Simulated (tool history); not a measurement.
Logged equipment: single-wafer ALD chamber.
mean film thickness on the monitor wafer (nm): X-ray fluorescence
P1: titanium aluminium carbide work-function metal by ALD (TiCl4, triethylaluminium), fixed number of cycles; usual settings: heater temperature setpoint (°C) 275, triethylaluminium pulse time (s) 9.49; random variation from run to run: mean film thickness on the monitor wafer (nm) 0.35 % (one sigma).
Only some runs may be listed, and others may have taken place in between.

run   hour  heater temperature setpoint (°C)  triethylaluminium pulse time (s)  mean film thickness on the monitor wafer (nm)
  1    7.4                               275                              9.49                                         1.7616
  2   17.3                               252                              9.49                                          1.578
  3   31.8                               275                              9.49                                         1.7799
  4     39                               275                              9.49                                         1.7559
  5   46.7                               275                              9.49                                         1.7658
  6   60.9                               275                             14.22                                         1.8309
      63.4  -- thermocouple changed; heater temperature recalibrated
  7   74.2                               275                              4.47                                         1.4448
  8   81.2                               252                              6.12                                         1.4483
  9   89.4                               297                              9.49                                         1.9667
 10  103.7                               275                              9.49                                         1.7695
 11  117.2                               290                             14.67                                         1.9481
 12    125                               253                             14.74                                         1.6456
 13  139.7                               275                              9.49                                         1.7771
 14  151.6                               275                              9.49                                         1.7512
 15    166                               275                              9.49                                         1.7479
 16  180.9                               275                              9.49                                         1.7305
 17  189.4                               275                              9.49                                         1.7301

Expected results for the next run?
 18  204.1                               275                              9.49                                              ?

{"run 18": {"mean film thickness on the monitor wafer (nm)": 1.73}}
